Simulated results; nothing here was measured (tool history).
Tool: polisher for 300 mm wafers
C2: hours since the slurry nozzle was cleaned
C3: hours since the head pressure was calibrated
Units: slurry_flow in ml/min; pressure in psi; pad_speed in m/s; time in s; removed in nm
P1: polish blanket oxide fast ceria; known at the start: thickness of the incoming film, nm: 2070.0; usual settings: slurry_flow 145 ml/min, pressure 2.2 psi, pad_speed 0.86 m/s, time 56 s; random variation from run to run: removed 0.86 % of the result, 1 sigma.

Run 1, hour 4.8: slurry_flow 145 ml/min, pressure 2.2 psi, pad_speed 0.86 m/s, time 56 s; wafers polished on this pad 179; C2 275.4; C3 659.4. Result: removed 634.09 nm.
Run 2, hour 9.4: slurry_flow 145 ml/min, pressure 2.2 psi, pad_speed 0.86 m/s, time 56 s; wafers polished on this pad 227; C2 280.0; C3 664.0. Result: removed 642.86 nm.
Run 3, hour 14.8: slurry_flow 85 ml/min, pressure 2.2 psi, pad_speed 0.86 m/s, time 56 s; wafers polished on this pad 285; C2 285.4; C3 669.4. Result: removed 565.46 nm.
Run 4, hour 20.8: slurry_flow 145 ml/min, pressure 3.4 psi, pad_speed 1.14 m/s, time 56 s; wafers polished on this pad 348; C2 291.4; C3 675.4. Result: removed 1289.50 nm.
At hour 22.4: head pressure recalibrated.
Run 5, hour 25.6: slurry_flow 145 ml/min, pressure 2.2 psi, pad_speed 0.38 m/s, time 56 s; wafers polished on this pad 399; C2 296.2; C3 3.3. Result: removed 280.70 nm.
Run 6, hour 30.1: slurry_flow 190 ml/min, pressure 2.2 psi, pad_speed 0.86 m/s, time 56 s; wafers polished on this pad 446; C2 300.7; C3 7.8. Result: removed 678.23 nm.
Run 7, hour 36.2: slurry_flow 145 ml/min, pressure 2.2 psi, pad_speed 1.32 m/s, time 56 s; wafers polished on this pad 511; C2 306.8; C3 13.9. Result: removed 984.19 nm.
Run 8, hour 39.5: slurry_flow 145 ml/min, pressure 2.2 psi, pad_speed 0.86 m/s, time 56 s; wafers polished on this pad 546; C2 310.1; C3 17.2. Result: removed 636.72 nm.
Run 9, hour 43.6: slurry_flow 145 ml/min, pressure 2.2 psi, pad_speed 1.18 m/s, time 78 s; wafers polished on this pad 589; C2 314.2; C3 21.3. Result: removed 1214.90 nm.
Run 10, hour 51.0: slurry_flow 145 ml/min, pressure 2.2 psi, pad_speed 0.86 m/s, time 56 s; wafers polished on this pad 667; C2 321.6; C3 28.7. Result: removed 640.27 nm.
Run 11, hour 56.1: slurry_flow 145 ml/min, pressure 2.2 psi, pad_speed 0.86 m/s, time 56 s; wafers polished on this pad 721; C2 326.7; C3 33.8. Result: removed 635.02 nm.
Run 12, hour 63.2: slurry_flow 145 ml/min, pressure 1.1 psi, pad_speed 0.86 m/s, time 56 s; wafers polished on this pad 796; C2 333.8; C3 40.9. Result: removed 317.44 nm.
Run 13, hour 69.8: slurry_flow 145 ml/min, pressure 2.2 psi, pad_speed 0.86 m/s, time 25 s; wafers polished on this pad 866; C2 340.4; C3 47.5. Result: removed 284.14 nm.
At hour 71.2: slurry nozzle cleaned.
Run 14, hour 75.8: slurry_flow 145 ml/min, pressure 3.4 psi, pad_speed 0.86 m/s, time 56 s; wafers polished on this pad 929; C2 4.7; C3 53.5. Result: removed 985.10 nm.
Run 15, hour 79.3: slurry_flow 145 ml/min, pressure 2.2 psi, pad_speed 0.86 m/s, time 56 s; wafers polished on this pad 966; C2 8.2; C3 57.0. Result: removed 632.24 nm.
Run 16, hour 84.9: slurry_flow 145 ml/min, pressure 2.2 psi, pad_speed 0.86 m/s, time 87 s; wafers polished on this pad 1026; C2 13.8; C3 62.6. Result: removed 1001.20 nm.
Run 17, hour 91.6: slurry_flow 145 ml/min, pressure 2.2 psi, pad_speed 0.86 m/s, time 56 s; wafers polished on this pad 1096; C2 20.5; C3 69.3. Result: removed 637.33 nm.
Run 18, hour 96.8: slurry_flow 145 ml/min, pressure 2.2 psi, pad_speed 0.86 m/s, time 56 s; wafers polished on this pad 1151; C2 25.7; C3 74.5. Result: removed 621.47 nm.
Run 19, hour 102.8: slurry_flow 145 ml/min, pressure 2.2 psi, pad_speed 0.86 m/s, time 56 s; wafers polished on this pad 1215; C2 31.7; C3 80.5. Result: removed 595.25 nm.
Run 20, hour 106.1: slurry_flow 145 ml/min, pressure 2.2 psi, pad_speed 0.86 m/s, time 56 s; wafers polished on this pad 1250; C2 35.0; C3 83.8. Result: removed 598.35 nm.
Run 21, hour 110.7: slurry_flow 145 ml/min, pressure 2.2 psi, pad_speed 0.86 m/s, time 56 s; wafers polished on this pad 1298; C2 39.6; C3 88.4. Result: removed 583.19 nm.
At hour 113.4: worn pad replaced by a new one.
Run 22, hour 114.2: slurry_flow 145 ml/min, pressure 2.2 psi, pad_speed 0.86 m/s, time 56 s; wafers polished on this pad 8; C2 43.1; C3 91.9. Result: removed 585.91 nm.
Run 23, hour 120.8: slurry_flow 145 ml/min, pressure 2.2 psi, pad_speed 0.86 m/s, time 56 s; wafers polished on this pad 78; C2 49.7; C3 98.5. Result: removed 581.64 nm.
Run 24, hour 126.5: slurry_flow 145 ml/min, pressure 2.2 psi, pad_speed 0.86 m/s, time 56 s; wafers polished on this pad 138; C2 55.4; C3 104.2. Result: removed 577.33 nm.
Run 25, hour 131.3: slurry_flow 145 ml/min, pressure 2.2 psi, pad_speed 0.86 m/s, time 56 s; wafers polished on this pad 189; C2 60.2; C3 109.0. Result: removed 579.40 nm.
Run 26, hour 138.4: slurry_flow 145 ml/min, pressure 2.2 psi, pad_speed 0.86 m/s, time 56 s; wafers polished on this pad 264; C2 67.3; C3 116.1. Result: removed 582.05 nm.

What P1 gives has crept away from where it was. These 2 causes fit the log equally well, each at the size given:
A: slurry flow missing at the pad, % = 35.9
B: head's pressure below its setpoint, % = 9.33
The creep began at about hour 91.6.
Why every other cause is out:
removal rate lost through wear of the pad, %: serviced at hour 113.4, which brought nothing back

4 check runs are offered, each on 5 wafers whose results are averaged, their results left as question marks. Which one tells the causes apart?
Run check 1, hour 145.5: slurry_flow 145 ml/min, pressure 1.3 psi, pad_speed 0.86 m/s, time 85 s. Result: removed ?.
Run check 2, hour 145.5: slurry_flow 145 ml/min, pressure 1.2 psi, pad_speed 0.86 m/s, time 69 s. Result: removed ?.
Run check 3, hour 145.5: slurry_flow 145 ml/min, pressure 2.2 psi, pad_speed 0.42 m/s, time 84 s. Result: removed ?.
Run check 4, hour 145.5: slurry_flow 110 ml/min, pressure 3.2 psi, pad_speed 0.86 m/s, time 56 s. Result: removed ?.

What each check would give under each cause:
  check   result    if A    if B
check 1  removed  516.67  516.72
check 2  removed  387.15  387.19
check 3  removed  421.99  422.03
check 4  removed  770.95  792.14
How far apart the two closest causes lie, in the result that separates them most: check 1 0.01 %; check 2 0.01 %; check 3 0.01 %; check 4 2.71 %
Check 4 tells the causes apart: in the others they would give nearly the same result.

Then check 4 was run and gave: removed 793.94 nm. Which cause is it?

It is B: head's pressure below its setpoint, %.
